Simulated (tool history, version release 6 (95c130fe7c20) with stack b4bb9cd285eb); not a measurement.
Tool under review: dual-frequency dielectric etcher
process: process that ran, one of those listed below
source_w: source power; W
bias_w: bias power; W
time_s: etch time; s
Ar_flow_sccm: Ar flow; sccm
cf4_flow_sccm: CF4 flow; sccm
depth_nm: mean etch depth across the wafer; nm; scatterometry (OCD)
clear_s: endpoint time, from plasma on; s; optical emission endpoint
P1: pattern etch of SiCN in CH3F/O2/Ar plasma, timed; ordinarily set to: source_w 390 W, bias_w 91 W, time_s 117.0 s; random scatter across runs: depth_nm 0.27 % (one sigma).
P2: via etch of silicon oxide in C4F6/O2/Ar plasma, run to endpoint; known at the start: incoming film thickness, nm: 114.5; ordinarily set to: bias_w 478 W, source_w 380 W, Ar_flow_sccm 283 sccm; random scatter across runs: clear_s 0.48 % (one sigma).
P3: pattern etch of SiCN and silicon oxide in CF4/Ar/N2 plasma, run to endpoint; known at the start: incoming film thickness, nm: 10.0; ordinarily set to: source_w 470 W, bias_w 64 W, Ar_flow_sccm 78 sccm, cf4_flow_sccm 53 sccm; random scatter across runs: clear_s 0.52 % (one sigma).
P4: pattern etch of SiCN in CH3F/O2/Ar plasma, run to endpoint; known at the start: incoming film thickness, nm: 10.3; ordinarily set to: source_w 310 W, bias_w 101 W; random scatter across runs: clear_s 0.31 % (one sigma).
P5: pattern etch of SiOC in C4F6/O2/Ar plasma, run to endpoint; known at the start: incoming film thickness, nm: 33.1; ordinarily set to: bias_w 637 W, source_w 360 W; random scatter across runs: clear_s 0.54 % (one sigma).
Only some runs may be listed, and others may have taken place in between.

run,day,process,source_w,bias_w,time_s,Ar_flow_sccm,cf4_flow_sccm,hours since the last wet clean,hours since the last source power generator calibration,hours since the last bias power generator calibration,depth_nm,clear_s
1,0.550,P1,390,91,117.0,,,58.7,1203.8,1407.8,47.807,
2,1.150,P1,390,91,117.0,,,73.1,1218.2,1422.2,47.780,
3,1.900,P1,390,91,117.0,,,91.1,1236.2,1440.2,47.759,
4,2.329,P1,390,72,117.0,,,101.4,1246.5,1450.5,43.910,
5,2.921,P1,510,91,90.0,,,115.6,1260.7,1464.7,40.688,
6,3.683,P1,390,91,117.0,,,133.9,1279.0,1483.0,47.964,
7,4.262,P1,390,91,158.0,,,147.8,1292.9,1496.9,64.742,
8,4.838,P3,470,64,,78,65,161.6,1306.7,1510.7,,11.2260
# day 5.238: wet clean of the chamber
9,5.279,P1,390,128,117.0,,,1.1,1317.3,1521.3,54.350,
10,6.075,P1,390,91,117.0,,,20.2,1336.4,1540.4,47.803,
11,6.858,P4,310,101,,,,39.0,1355.2,1559.2,,27.2840
12,7.246,P1,230,91,117.0,,,48.3,1364.5,1568.5,39.567,
13,8.021,P4,310,66,,,,66.9,1383.1,1587.1,,32.0730
14,8.558,P2,380,478,,283,,79.8,1396.0,1600.0,,25.9250
15,9.004,P3,470,64,,78,53,90.5,1406.7,1610.7,,11.5040
16,9.525,P1,530,91,117.0,,,103.0,1419.2,1623.2,53.369,
17,10.246,P2,380,381,,283,,120.3,1436.5,1640.5,,28.0530
18,10.738,P2,500,478,,283,,132.1,1448.3,1652.3,,23.2890
19,11.450,P1,390,91,117.0,,,149.2,1465.4,1669.4,47.545,
20,12.150,P1,500,91,166.5,,,166.0,1482.2,1686.2,74.923,
21,12.646,P3,470,64,,58,53,177.9,1494.1,1698.1,,11.1380
22,13.404,P2,380,478,,283,,196.1,1512.3,1716.3,,25.9510
23,13.900,P5,360,637,,,,208.0,1524.2,1728.2,,10.4210
24,14.550,P3,620,64,,78,53,223.6,1539.8,1743.8,,8.9969
25,15.250,P3,470,50,,78,53,240.4,1556.6,1760.6,,12.4250
26,16.025,P5,270,637,,,,259.0,1575.2,1779.2,,11.4380
27,16.492,P1,390,91,91.0,,,270.2,1586.4,1790.4,37.367,
28,17.200,P4,370,101,,,,287.2,1603.4,1807.4,,25.5500
29,17.879,P1,270,91,81.5,,,303.5,1619.7,1823.7,29.159,
30,18.600,P5,360,851,,,,320.8,1637.0,1841.0,,9.2984
31,19.288,P5,360,637,,,,337.3,1653.5,1857.5,,10.4860
32,19.783,P2,380,478,,179,,349.2,1665.4,1869.4,,24.8040
33,20.562,P4,310,101,,,,367.9,1684.1,1888.1,,27.3040
34,21.229,P1,390,91,117.0,,,383.9,1700.1,1904.1,47.874,
35,21.967,P1,390,91,117.0,,,401.6,1717.8,1921.8,48.116,
36,22.362,P1,390,91,117.0,,,411.1,1727.3,1931.3,48.165,
37,22.962,P1,390,91,117.0,,,425.5,1741.7,1945.7,48.510,
38,23.562,P1,390,91,117.0,,,439.9,1756.1,1960.1,48.288,
# day 23.617: wet clean of the chamber
39,24.008,P1,390,91,117.0,,,9.5,1766.8,1970.8,48.599,
40,24.529,P1,390,91,117.0,,,22.0,1779.3,1983.3,48.473,
41,25.171,P1,390,91,117.0,,,37.4,1794.7,1998.7,48.678,
42,25.583,P1,390,91,117.0,,,47.3,1804.6,2008.6,48.506,
43,26.271,P1,390,91,117.0,,,63.8,1821.1,2025.1,48.526,
44,26.992,P1,390,91,117.0,,,81.1,1838.4,2042.4,48.368,

Compared with where it was, what P1 gives has crept away. Each cause listed below fits the log as well as the rest, at the size given for it:
A: source power that arrives over what is set, % = 3.73
B: bias power that arrives over what is set, % = 3.71
The creep began at about day 21.229.
Ruled out, with reasons:
chamber walls in a state that raises the etch rate, %: its service at day 23.617 followed the start of the drift and did not put the process back to its old value

Each of the check runs listed below is run on 5 wafers and reports their average, with the results left as question marks. Pick the one under which the possible causes would lead to clearly different results.
check 1,27.712,P3,470,64,,78,53,,,,,?
check 2,27.712,P2,380,478,,283,,,,,,?
check 3,27.712,P4,310,101,,,,,,,,?
check 4,27.712,P5,360,637,,,,,,,,?

How each check would come out, cause by cause:
check,result,if A,if B
check 1,clear_s,11.1890,11.4200
check 2,clear_s,25.5350,25.5330
check 3,clear_s,26.9710,26.9550
check 4,clear_s,10.3090,10.3010
Distance between the nearest two causes, measured in the result of the check that separates them most: check 1 2.04 %; check 2 0.01 %; check 3 0.06 %; check 4 0.08 %
Of the check runs offered, only check 1 discriminates between the causes; the rest would read about the same regardless of which cause applies.

Then check 1 was run and gave: clear_s 11.1530 s. Which cause is it?

It is A: source power that arrives over what is set, %.
